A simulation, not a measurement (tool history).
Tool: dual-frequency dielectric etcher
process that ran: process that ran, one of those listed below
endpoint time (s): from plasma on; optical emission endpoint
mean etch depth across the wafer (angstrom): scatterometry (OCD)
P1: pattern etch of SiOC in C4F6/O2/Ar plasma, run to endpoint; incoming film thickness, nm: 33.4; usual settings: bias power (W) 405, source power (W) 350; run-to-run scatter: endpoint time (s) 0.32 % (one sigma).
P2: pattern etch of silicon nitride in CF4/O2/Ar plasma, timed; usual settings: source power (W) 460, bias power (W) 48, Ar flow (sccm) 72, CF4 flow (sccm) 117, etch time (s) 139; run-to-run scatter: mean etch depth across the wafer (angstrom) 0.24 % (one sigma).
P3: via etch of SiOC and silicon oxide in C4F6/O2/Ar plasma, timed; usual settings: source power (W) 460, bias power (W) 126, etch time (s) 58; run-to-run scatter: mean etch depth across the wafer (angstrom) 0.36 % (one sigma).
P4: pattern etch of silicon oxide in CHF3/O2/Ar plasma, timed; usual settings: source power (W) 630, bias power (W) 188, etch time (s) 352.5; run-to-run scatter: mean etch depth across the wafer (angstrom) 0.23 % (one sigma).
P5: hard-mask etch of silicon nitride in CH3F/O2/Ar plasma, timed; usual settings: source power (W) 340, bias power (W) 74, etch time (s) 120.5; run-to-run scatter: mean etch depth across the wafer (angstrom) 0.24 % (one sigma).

run	hour	process that ran	bias power (W)	source power (W)	Ar flow (sccm)	CF4 flow (sccm)	etch time (s)	hours since the last wet clean	hours since the last bias power generator calibration	hours since the last source power generator calibration	endpoint time (s)	mean etch depth across the wafer (angstrom)
1	13.7	P1	405	350				404.4	1390.2	2912.8	12.525	
2	26.9	P1	405	350				417.6	1403.4	2926	12.465	
3	43	P2	48	460	72	73	139	433.7	1419.5	2942.1		2496.5
4	57.4	P5	97	340			120.5	448.1	1433.9	2956.5		875.67
5	73.6	P4	188	630			352.5	464.3	1450.1	2972.7		6963.7
6	84.4	P2	48	460	72	117	204.5	475.1	1460.9	2983.5		3850.7
7	99.2	P4	188	630			194	489.9	1475.7	2998.3		3817.1
8	114.3	P2	36	460	72	117	139	505	1490.8	3013.4		2386.2
9	130.3	P1	565	350				521	1506.8	3029.4	11.018	
10	142.3	P2	48	460	72	117	139	533	1518.8	3041.4		2627.9
11	150.9	P4	253	630			352.5	541.6	1527.4	3050		7696.2
12	167.4	P3	126	460			32	558.1	1543.9	3066.5		336.12
13	184	P4	188	860			352.5	574.7	1560.5	3083.1		7824.5
14	195.6	P2	48	460	94	117	139	586.3	1572.1	3094.7		2558.5
# hour 197.4: bias power generator calibrated
15	207.8	P1	270	350				598.5	10.4	3106.9	14.444	
16	218.4	P1	405	350				609.1	21	3117.5	12.502	
17	227.5	P1	405	350				618.2	30.1	3126.6	12.462	
18	239.6	P5	74	340			91	630.3	42.2	3138.7		598.79
19	251.7	P3	166	460			58	642.4	54.3	3150.8		664.99
20	267.3	P1	405	350				658	69.9	3166.4	12.51	
21	281.8	P4	188	630			352.5	672.5	84.4	3180.9		6920.5
22	292.5	P5	74	340			120.5	683.2	95.1	3191.6		795.2
23	308.6	P1	405	350				699.3	111.2	3207.7	12.577	
24	319.5	P2	48	300	72	117	139	710.2	122.1	3218.6		1809.9
25	328.6	P3	126	620			58	719.3	131.2	3227.7		689.45
26	343.1	P1	405	210				733.8	145.7	3242.2	15.082	
27	352.9	P1	511	220				743.6	155.5	3252	13.613	
28	360.2	P5	74	460			120.5	750.9	162.8	3259.3		892.5
29	372	P1	405	350				762.7	174.6	3271.1	12.5	
30	379.3	P1	405	460				770	181.9	3278.4	11.346	
31	393.9	P3	126	460			58	784.6	196.5	3293		606.31
32	408.2	P3	126	460			58	798.9	210.8	3307.3		610.43
33	422.2	P1	405	350				812.9	224.8	3321.3	12.451	
34	437.5	P1	405	350				828.2	240.1	3336.6	12.443	
35	452.2	P1	405	350				842.9	254.8	3351.3	12.331	
36	464.8	P1	405	350				855.5	267.4	3363.9	12.306	
37	475.8	P1	405	350				866.5	278.4	3374.9	12.292	
# hour 479.3: wet clean of the chamber
38	484.7	P1	405	350				5.4	287.3	3383.8	12.352	
39	495.6	P1	405	350				16.3	298.2	3394.7	12.353	
40	506.7	P1	405	350				27.4	309.3	3405.8	12.323	

What P1 gives has crept away from where it was. These 2 causes fit the log equally well, each at the size given:
A: source power that arrives over what is set, % = 4.36
B: bias power that arrives over what is set, % = 4.44
The creep began at about hour 422.2.
Why every other cause is out:
chamber walls in a state that raises the etch rate, %: serviced at hour 479.3, which brought nothing back

4 check runs are offered, one wafer each, their results left as question marks. Which one tells the causes apart?
check 1	517.8	P2	48	460	72	74	139					?
check 2	517.8	P3	126	600			37.5					?
check 3	517.8	P4	237	630			352.5					?
check 4	517.8	P5	74	450			120.5					?

What each check would give under each cause:
check	result	if A	if B
check 1	mean etch depth across the wafer (angstrom)	2592.2	2538.4
check 2	mean etch depth across the wafer (angstrom)	445.67	443.65
check 3	mean etch depth across the wafer (angstrom)	7642.6	7637.2
check 4	mean etch depth across the wafer (angstrom)	898.53	897.39
How far apart the two closest causes lie, in the result that separates them most: check 1 2.1 %; check 2 0.45 %; check 3 0.07 %; check 4 0.13 %
Check 1 tells the causes apart: in the others they would give nearly the same result.

Check 1 was then run and gave: mean etch depth across the wafer (angstrom) 2531.5. Which cause is it?

It is B: bias power that arrives over what is set, %.
